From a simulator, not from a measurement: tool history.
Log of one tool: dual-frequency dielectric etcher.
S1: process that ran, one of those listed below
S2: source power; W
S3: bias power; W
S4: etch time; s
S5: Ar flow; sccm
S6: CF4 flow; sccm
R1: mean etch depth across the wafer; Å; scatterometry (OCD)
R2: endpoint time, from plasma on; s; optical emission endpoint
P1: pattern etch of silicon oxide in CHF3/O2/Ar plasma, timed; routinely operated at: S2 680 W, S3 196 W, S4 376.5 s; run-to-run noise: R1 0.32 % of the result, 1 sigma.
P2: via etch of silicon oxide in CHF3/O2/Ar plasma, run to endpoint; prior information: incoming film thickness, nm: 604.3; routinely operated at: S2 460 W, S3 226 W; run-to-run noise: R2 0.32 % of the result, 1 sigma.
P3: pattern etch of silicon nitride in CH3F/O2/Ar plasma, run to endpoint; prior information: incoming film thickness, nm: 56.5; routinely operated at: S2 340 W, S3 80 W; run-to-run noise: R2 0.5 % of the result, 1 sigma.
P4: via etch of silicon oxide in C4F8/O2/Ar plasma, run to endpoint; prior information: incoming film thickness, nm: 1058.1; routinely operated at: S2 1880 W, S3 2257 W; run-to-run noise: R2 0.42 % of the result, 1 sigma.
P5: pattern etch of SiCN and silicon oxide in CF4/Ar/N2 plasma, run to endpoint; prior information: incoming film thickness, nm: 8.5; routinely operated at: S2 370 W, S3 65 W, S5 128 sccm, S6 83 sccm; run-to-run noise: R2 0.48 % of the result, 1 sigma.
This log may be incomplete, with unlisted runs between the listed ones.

{"run": 1, "hour": 10.4, "S1": "P1", "S2": 680, "S3": 196, "S4": 376.5, "R1": 7889.7}
{"run": 2, "hour": 16.4, "S1": "P1", "S2": 460, "S3": 196, "S4": 376.5, "R1": 6805.9}
{"run": 3, "hour": 21.6, "S1": "P1", "S2": 680, "S3": 196, "S4": 376.5, "R1": 7900.6}
{"run": 4, "hour": 28.7, "S1": "P1", "S2": 680, "S3": 196, "S4": 376.5, "R1": 7935.5}
{"run": 5, "hour": 35.1, "S1": "P1", "S2": 680, "S3": 196, "S4": 376.5, "R1": 7925.2}
{"run": 6, "hour": 40.7, "S1": "P1", "S2": 680, "S3": 256, "S4": 376.5, "R1": 8702.2}
{"run": 7, "hour": 51.3, "S1": "P4", "S2": 1880, "S3": 2257, "R2": 209.21}
{"run": 8, "hour": 56.6, "S1": "P1", "S2": 680, "S3": 130, "S4": 376.5, "R1": 6891.4}
{"run": 9, "hour": 66.4, "S1": "P1", "S2": 680, "S3": 196, "S4": 262.5, "R1": 5519.5}
{"hour": 75.4, "done": "bias power generator calibrated"}
{"run": 10, "hour": 75.9, "S1": "P1", "S2": 680, "S3": 145, "S4": 293, "R1": 5570.3}
{"run": 11, "hour": 82.3, "S1": "P1", "S2": 680, "S3": 196, "S4": 376.5, "R1": 7900.7}
{"run": 12, "hour": 91.7, "S1": "P5", "S2": 370, "S3": 65, "S5": 128, "S6": 58, "R2": 13.423}
{"run": 13, "hour": 102.4, "S1": "P2", "S2": 460, "S3": 226, "R2": 310.69}
{"run": 14, "hour": 114.3, "S1": "P4", "S2": 1880, "S3": 1514, "R2": 236.2}
{"run": 15, "hour": 124.8, "S1": "P1", "S2": 680, "S3": 196, "S4": 376.5, "R1": 7923.8}
{"run": 16, "hour": 132.0, "S1": "P2", "S2": 460, "S3": 276, "R2": 290.06}
{"run": 17, "hour": 137.2, "S1": "P3", "S2": 340, "S3": 80, "R2": 80.935}
{"run": 18, "hour": 148.3, "S1": "P4", "S2": 1320, "S3": 2257, "R2": 238.96}
{"run": 19, "hour": 158.1, "S1": "P1", "S2": 840, "S3": 196, "S4": 376.5, "R1": 8588.9}

Estimate the outcome of run 20 from the log above:
{"run": 20, "hour": 167.7, "S1": "P5", "S2": 260, "S3": 65, "S5": 128, "S6": 83, "R2": "?"}

R2: 17.048 s
